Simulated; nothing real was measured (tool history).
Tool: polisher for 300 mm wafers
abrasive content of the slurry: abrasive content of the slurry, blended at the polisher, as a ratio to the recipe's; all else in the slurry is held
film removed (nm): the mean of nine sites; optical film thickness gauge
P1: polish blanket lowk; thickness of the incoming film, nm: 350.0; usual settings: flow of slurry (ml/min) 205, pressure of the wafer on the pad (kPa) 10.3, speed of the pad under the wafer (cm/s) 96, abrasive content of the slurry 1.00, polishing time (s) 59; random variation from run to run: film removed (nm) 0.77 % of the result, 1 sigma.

run	hour	flow of slurry (ml/min)	pressure of the wafer on the pad (kPa)	speed of the pad under the wafer (cm/s)	abrasive content of the slurry	polishing time (s)	wafers polished on this pad	hours since the slurry nozzle was cleaned	hours since the head pressure was calibrated	hours since the slurry blender was calibrated	hours since the conditioning disc was replaced	film removed (nm)
1	4.8	205	10.3	96	1.00	59	228	349.1	410.1	108.1	128.3	19.5620
2	11.8	205	7.6	96	1.00	59	289	356.1	417.1	115.1	135.3	14.1180
3	19.0	205	10.3	96	1.30	59	352	363.3	424.3	122.3	142.5	21.6410
4	27.5	205	10.3	96	1.00	59	427	371.8	432.8	130.8	151.0	19.6490
5	33.5	205	15.9	96	1.00	59	479	377.8	438.8	136.8	157.0	29.7570
6	41.7	205	10.3	96	1.00	27	551	386.0	447.0	145.0	165.2	9.0505
7	49.8	205	10.3	96	0.50	59	622	394.1	455.1	153.1	173.3	13.3700
# hour 53.2: conditioning disc replaced and pad reconditioned
8	56.5	205	10.3	96	1.00	59	681	400.8	461.8	159.8	3.3	19.5630
9	60.4	205	10.3	152	1.00	59	715	404.7	465.7	163.7	7.2	28.0640
10	65.8	205	10.3	60	1.00	59	762	410.1	471.1	169.1	12.6	13.4150
11	73.6	205	10.3	96	1.00	94	830	417.9	478.9	176.9	20.4	31.3290
12	82.3	125	10.3	96	1.00	59	906	426.6	487.6	185.6	29.1	18.0360
13	88.5	205	5.5	96	0.55	59	961	432.8	493.8	191.8	35.3	7.5693
14	94.2	205	10.3	96	1.00	59	1011	438.5	499.5	197.5	41.0	19.4980
15	101.4	285	10.3	96	1.00	59	1074	445.7	506.7	204.7	48.2	20.4170
16	105.9	205	10.3	96	1.00	59	1113	450.2	511.2	209.2	52.7	19.2700
17	110.6	205	10.3	96	1.00	59	1154	454.9	515.9	213.9	57.4	19.6950
18	118.6	205	10.3	96	1.00	59	1224	462.9	523.9	221.9	65.4	19.5450
19	124.7	205	10.3	96	1.00	59	1278	469.0	530.0	228.0	71.5	19.5340
20	132.3	205	10.3	96	1.00	59	1344	476.6	537.6	235.6	79.1	18.2040
21	136.2	205	10.3	96	1.00	59	1378	480.5	541.5	239.5	83.0	17.9170
22	141.8	205	10.3	96	1.00	59	1427	486.1	547.1	245.1	88.6	17.4340
# hour 144.1: conditioning disc replaced and pad reconditioned
23	147.1	205	10.3	96	1.00	59	1474	491.4	552.4	250.4	3.0	17.3920
# hour 147.8: head pressure recalibrated
24	152.3	205	10.3	96	1.00	59	1519	496.6	4.5	255.6	8.2	17.2440
# hour 155.5: slurry nozzle cleaned
25	160.8	205	10.3	96	1.00	59	1594	5.4	13.0	264.1	16.7	17.0840
26	165.9	205	10.3	96	1.00	59	1638	10.5	18.1	269.2	21.8	17.0350

What P1 gives has crept away from where it was. These 2 causes fit the log equally well, each at the size given:
A: abrasive missing from the slurry, % = 23.4
B: removal rate lost through wear of the pad, % = 12.2
The creep began at about hour 124.7.
Why every other cause is out:
slurry flow missing at the pad, %: serviced at hour 155.5, which brought nothing back
head's pressure below its setpoint, %: serviced at hour 147.8, which brought nothing back
time polished since the conditioner stopped cutting, s: serviced at hour 144.1, which brought nothing back

4 check runs are offered, each on 2 wafers whose results are averaged, their results left as question marks. Which one tells the causes apart?
check 1	171.0	265	10.3	96	0.50	59						?
check 2	171.0	125	10.3	96	1.00	27						?
check 3	171.0	205	15.9	96	1.00	38						?
check 4	171.0	205	10.3	150	1.00	80						?

What each check would give under each cause:
check	result	if A	if B
check 1	film removed (nm)	11.5970	12.1260
check 2	film removed (nm)	7.2245	7.2239
check 3	film removed (nm)	16.9140	16.9120
check 4	film removed (nm)	33.1860	33.1840
How far apart the two closest causes lie, in the result that separates them most: check 1 4.46 %; check 2 0.01 %; check 3 0.01 %; check 4 0.01 %
Check 1 tells the causes apart: in the others they would give nearly the same result.

Then check 1 was run and gave: film removed (nm) 12.0770. Which cause is it?

It is B: removal rate lost through wear of the pad, %.
